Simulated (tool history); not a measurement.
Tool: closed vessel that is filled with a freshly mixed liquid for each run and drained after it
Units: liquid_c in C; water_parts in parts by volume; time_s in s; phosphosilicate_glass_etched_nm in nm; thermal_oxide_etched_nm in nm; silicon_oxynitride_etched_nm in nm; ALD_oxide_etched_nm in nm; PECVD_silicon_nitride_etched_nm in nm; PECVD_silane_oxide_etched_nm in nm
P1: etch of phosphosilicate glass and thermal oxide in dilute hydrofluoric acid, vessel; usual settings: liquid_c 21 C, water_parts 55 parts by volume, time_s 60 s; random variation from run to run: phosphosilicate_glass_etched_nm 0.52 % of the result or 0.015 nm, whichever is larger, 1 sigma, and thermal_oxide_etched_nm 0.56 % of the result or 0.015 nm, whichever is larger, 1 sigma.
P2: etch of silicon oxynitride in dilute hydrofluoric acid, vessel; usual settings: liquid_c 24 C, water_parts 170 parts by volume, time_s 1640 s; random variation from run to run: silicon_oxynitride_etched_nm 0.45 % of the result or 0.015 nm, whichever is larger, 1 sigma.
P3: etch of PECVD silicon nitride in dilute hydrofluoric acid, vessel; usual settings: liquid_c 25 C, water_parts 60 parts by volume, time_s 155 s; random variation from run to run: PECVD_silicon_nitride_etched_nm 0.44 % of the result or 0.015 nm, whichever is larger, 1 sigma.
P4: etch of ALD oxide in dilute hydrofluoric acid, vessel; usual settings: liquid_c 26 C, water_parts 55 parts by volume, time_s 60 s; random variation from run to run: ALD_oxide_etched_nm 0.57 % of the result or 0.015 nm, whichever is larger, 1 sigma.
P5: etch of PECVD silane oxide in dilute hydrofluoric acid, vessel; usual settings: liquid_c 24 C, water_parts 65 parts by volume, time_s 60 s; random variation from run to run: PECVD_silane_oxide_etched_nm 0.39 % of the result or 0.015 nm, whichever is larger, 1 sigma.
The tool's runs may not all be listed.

run    day  process  liquid_c  water_parts  time_s  hours since the thermometer was replaced  hours since the hydrofluoric acid flow meter was replaced  phosphosilicate_glass_etched_nm  thermal_oxide_etched_nm  silicon_oxynitride_etched_nm  ALD_oxide_etched_nm  PECVD_silicon_nitride_etched_nm  PECVD_silane_oxide_etched_nm
  1  0.146       P1        21           55      60                                    1089.2                                                        173                           87.546                   4.7068
  2    0.3       P2        24          170    1640                                    1092.9                                                      176.7                                                                                  43.654
  3  0.588       P4        26           55      60                                    1099.8                                                      183.6                                                                                                       28.055
  4  0.817       P4        19           55      60                                    1105.3                                                      189.1                                                                                                       20.795
  5  1.054       P3        25           35     155                                      1111                                                      194.8                                                                                                                                        15.879
  6  1.358       P3        25           60     155                                    1118.3                                                      202.1                                                                                                                                        9.3869
  7  1.621       P3        25           60      30                                    1124.6                                                      208.4                                                                                                                                        1.8148
  8  1.862       P5        24           65      60                                    1130.4                                                      214.2                                                                                                                                                                      24.204
  9    2.1       P5      17.5           65      60                                    1136.1                                                      219.9                                                                                                                                                                      18.496
 10  2.354       P5        24           65     110                                    1142.2                                                        226                                                                                                                                                                      44.417
 11  2.558       P4        26           55      35                                    1147.1                                                      230.9                                                                                                       16.552
 12  2.858       P1        21           55     115                                    1154.3                                                      238.1                           166.27                   9.2891
 13  3.162       P1        21           55      60                                    1161.6                                                      245.4                           86.389                    4.775
 14  3.379       P1        21           55      60                                    1166.8                                                      250.6                           86.302                   4.8177
 15  3.617       P1        21          100      60                                    1172.5                                                      256.3                           45.215                   2.4839
 16  3.925       P2        29          170    1640                                    1179.9                                                      263.7                                                                                   53.86
 17  4.092       P1        21           55      30                                    1183.9                                                      267.7                           43.121                   2.4002
 18  4.279       P1        21           55      60                                    1188.4                                                      272.2                           86.983                   4.7705
 19  4.575       P2        24          305    1640                                    1195.5                                                      279.3                                                                                  22.148
 20  4.821       P1        28           55      60                                    1201.4                                                      285.2                           114.89                   6.3008
 21  4.971       P2        24          170      35                                      1205                                                      288.8                                                                                 0.93725
 22   5.25       P1        17           55      60                                    1211.7                                                      295.5                           72.592                   4.0474
 23  5.492       P1        21           80      95                                    1217.5                                                      301.3                           91.107                   5.0595
 24  5.775       P4        26           20      60                                    1224.3                                                      308.1                                                                                                       80.626
 25  6.046       P1        21           20      60                                    1230.8                                                      314.6                           246.96                   13.785
 26  6.242       P5        24          110      60                                    1235.5                                                      319.3                                                                                                                                                                      13.644
     6.412  -- hydrofluoric acid flow meter replaced
 27  6.546       P3      19.5           60     155                                    1242.8                                                        3.2                                                                                                                                         6.432
 28  6.733       P2        24          170    1640                                    1247.3                                                        7.7                                                                                  43.612
 29  7.017       P1        21           55      60                                    1254.1                                                       14.5                           86.277                   4.7538
 30  7.254       P3        25           60     155                                    1259.8                                                       20.2                                                                                                                                        9.4459
 31  7.533       P1        21           55      60                                    1266.5                                                       26.9                           85.887                   4.8125
 32  7.696       P1        21           55      60                                    1270.4                                                       30.8                           89.002                   4.9213
 33  7.904       P1        21           55      60                                    1275.4                                                       35.8                           90.852                   4.9834
 34  8.171       P1        21           55      60                                    1281.8                                                       42.2                           91.617                   5.0424
 35  8.367       P1        21           55      60                                    1286.5                                                       46.9                           92.005                   5.1131
 36  8.629       P1        21           55      60                                    1292.8                                                       53.2                           92.272                   5.0709
 37  8.833       P1        21           55      60                                    1297.7                                                       58.1                           92.355                   5.1884
 38  8.992       P1        21           55      60                                    1301.5                                                       61.9                           92.043                   5.1147

What P1 gives has crept away from where it was. These 2 causes fit the log equally well, each at the size given:
A: hydrofluoric acid flow above the setpoint (%) = 6.46
B: liquid hotter than its thermometer reads (K) = 1.6
The creep began at about day 7.533.

4 check runs are offered, one wafer each, their results left as question marks. Which one tells the causes apart?
check 1  9.15       P5        24           65      60                                                                                                                                                                                                                                                                                ?
check 2  9.15       P2        24          170    1640                                                                                                                                                                                            ?
check 3  9.15       P4        26           55      60                                                                                                                                                                                                                 ?
check 4  9.15       P3        25           60     155                                                                                                                                                                                                                                                  ?

What each check would give under each cause:
  check                           result    if A    if B
check 1     PECVD_silane_oxide_etched_nm  25.885  25.807
check 2     silicon_oxynitride_etched_nm   46.96  47.022
check 3              ALD_oxide_etched_nm  30.013  29.918
check 4  PECVD_silicon_nitride_etched_nm  9.9996  10.454
How far apart the two closest causes lie, in the result that separates them most: check 1 0.3 %; check 2 0.13 %; check 3 0.32 %; check 4 4.44 %
Only check 4 tells the causes apart: in the others they would give nearly the same result.

Check 4 was then run and gave: PECVD_silicon_nitride_etched_nm 10.037 nm. Which cause is it?

It is A: hydrofluoric acid flow above the setpoint (%).
